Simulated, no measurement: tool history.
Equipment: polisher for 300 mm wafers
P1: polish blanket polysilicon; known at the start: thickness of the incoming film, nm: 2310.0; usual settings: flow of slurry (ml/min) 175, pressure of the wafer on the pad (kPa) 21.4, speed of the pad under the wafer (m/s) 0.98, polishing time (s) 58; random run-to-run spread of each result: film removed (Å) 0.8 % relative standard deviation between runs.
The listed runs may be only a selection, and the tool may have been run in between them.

run,hour,flow of slurry (ml/min),pressure of the wafer on the pad (kPa),speed of the pad under the wafer (m/s),polishing time (s),film removed (Å)
1,16.9,175,21.4,0.98,58,5814.5
2,28,175,21.4,1.36,36,5046.8
3,39.2,175,21.4,1.4,58,8280.4
4,50.4,175,21.4,0.52,58,3106.3
5,66.7,175,14.5,0.98,58,3930.6
6,82.8,175,21.4,0.98,58,5828.5
7,98.6,175,21.4,0.68,41,2865.3
8,111.3,175,21.4,0.98,76,7584
9,119.2,105,21.4,0.98,58,5305.4
10,135.8,175,21.4,0.98,58,5833.9
11,146.7,175,21.4,0.98,58,5879
12,157.8,175,30.3,0.98,58,8367.5
13,168,175,21.4,0.98,36,3613.5

Run 14 comes next. What will it give?
14,176.9,130,21.4,0.98,45,?

film removed (Å): 4277.1
